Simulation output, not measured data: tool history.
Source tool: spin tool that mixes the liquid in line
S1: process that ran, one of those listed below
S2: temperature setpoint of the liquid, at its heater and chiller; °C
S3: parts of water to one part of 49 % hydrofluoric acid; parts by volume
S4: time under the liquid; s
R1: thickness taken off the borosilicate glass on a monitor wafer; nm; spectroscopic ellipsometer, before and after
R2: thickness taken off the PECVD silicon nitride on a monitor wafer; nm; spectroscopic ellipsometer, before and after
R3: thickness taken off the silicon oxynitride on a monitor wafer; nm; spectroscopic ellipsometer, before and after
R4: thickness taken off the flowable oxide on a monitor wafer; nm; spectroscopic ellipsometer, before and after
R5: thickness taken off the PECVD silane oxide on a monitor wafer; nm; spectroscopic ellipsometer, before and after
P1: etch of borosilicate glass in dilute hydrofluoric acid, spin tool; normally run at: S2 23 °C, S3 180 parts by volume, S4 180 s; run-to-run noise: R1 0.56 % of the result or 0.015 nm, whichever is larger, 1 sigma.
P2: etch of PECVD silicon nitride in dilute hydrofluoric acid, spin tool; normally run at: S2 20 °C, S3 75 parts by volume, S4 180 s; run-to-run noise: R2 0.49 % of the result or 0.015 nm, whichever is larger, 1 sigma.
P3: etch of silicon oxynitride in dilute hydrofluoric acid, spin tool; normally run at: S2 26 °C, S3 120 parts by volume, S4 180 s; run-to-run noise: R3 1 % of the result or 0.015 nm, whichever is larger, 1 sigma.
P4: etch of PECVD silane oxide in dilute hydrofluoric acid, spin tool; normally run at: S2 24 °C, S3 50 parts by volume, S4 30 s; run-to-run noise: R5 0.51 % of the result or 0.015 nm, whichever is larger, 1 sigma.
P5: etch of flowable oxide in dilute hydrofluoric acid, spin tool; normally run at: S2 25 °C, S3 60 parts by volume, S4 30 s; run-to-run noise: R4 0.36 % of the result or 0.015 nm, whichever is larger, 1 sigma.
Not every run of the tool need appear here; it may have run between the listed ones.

run,hour,S1,S2,S3,S4,R1,R2,R3,R4,R5
1,12.7,P1,23,180,180,15.473,,,,
2,26.5,P1,23,180,290,24.978,,,,
3,37,P1,17,180,65,4.3407,,,,
4,46.1,P2,20,105,180,,2.9197,,,
5,56.9,P1,23,80,180,38.644,,,,
6,67,P3,32.5,120,180,,,3.2794,,
7,73.9,P2,20,75,180,,4.01,,,
8,86.5,P5,25,60,15,,,,11.724,
9,99.7,P3,26,120,355,,,4.8917,,
10,107.7,P2,17,75,180,,3.2884,,,
11,115.9,P1,23,310,180,7.7393,,,,
12,129.4,P1,23,180,55,4.6493,,,,
13,138.9,P5,32,60,30,,,,30.719,
14,149.4,P1,23,180,180,15.171,,,,
15,163.2,P2,20,75,280,,6.303,,,
16,177.9,P1,23,180,180,15.305,,,,
17,193.3,P4,24,50,15,,,,,11.876
18,207.6,P3,26,215,180,,,1.2315,,
19,221.3,P1,30.5,180,180,19.953,,,,
20,236.4,P1,23,180,180,15.387,,,,
21,251.2,P5,25,60,30,,,,23.377,
22,266.5,P1,17,180,180,12.012,,,,
23,273.6,P4,24,85,30,,,,,13.351
24,288.6,P3,26,120,180,,,2.5151,,
25,300,P4,24,50,30,,,,,23.599
26,312.3,P1,23,180,180,15.188,,,,
27,327.6,P1,28.5,85,180,44.892,,,,
28,339.5,P5,25,105,30,,,,12.586,
29,353.9,P4,30.5,50,30,,,,,31.24
30,362.6,P2,20,75,180,,4.0101,,,
31,376.1,P1,23,180,180,15.341,,,,
32,388.8,P1,23,180,180,15.004,,,,
33,397.6,P1,23,180,180,14.753,,,,
34,406.5,P1,23,180,180,14.654,,,,
35,420.8,P1,23,180,180,14.446,,,,
36,434.7,P1,23,180,180,14.436,,,,
37,445.4,P1,23,180,180,14.55,,,,
38,460.7,P1,23,180,180,14.423,,,,

What P1 gives has crept off from where it sat before. The 2 causes that follow fit the log equally well, each at the size noted:
A: hydrofluoric acid flow below the setpoint (%) = 4.62
B: liquid colder than its thermometer reads (K) = 1.49
Onset of the creep was near hour 376.1.

Below are 4 check runs, each on a single wafer, with their results shown as question marks. Which of them would tell the listed causes apart, meaning the causes would give clearly different results under it?
check 1,476,P3,30,120,180,,,?,,
check 2,476,P5,25,80,30,,,,?,
check 3,476,P2,20,75,265,,?,,,
check 4,476,P4,28,75,30,,,,,?

If the cause were each of the candidates in turn, the checks would give the following:
check,result,if A,if B
check 1,R3,2.8045,2.7675
check 2,R4,16.19,16.071
check 3,R2,5.6614,5.3481
check 4,R5,17.07,16.965
Distance between the nearest two causes, measured in the result of the check that separates them most: check 1 1.33 %; check 2 0.74 %; check 3 5.69 %; check 4 0.61 %
Only in check 3 would the causes give clearly different results; in the remaining checks their results would be nearly the same.

Running check 3 produced the following: R2 5.6214 nm. Which one of the listed causes fits?

The cause is A: hydrofluoric acid flow below the setpoint (%).
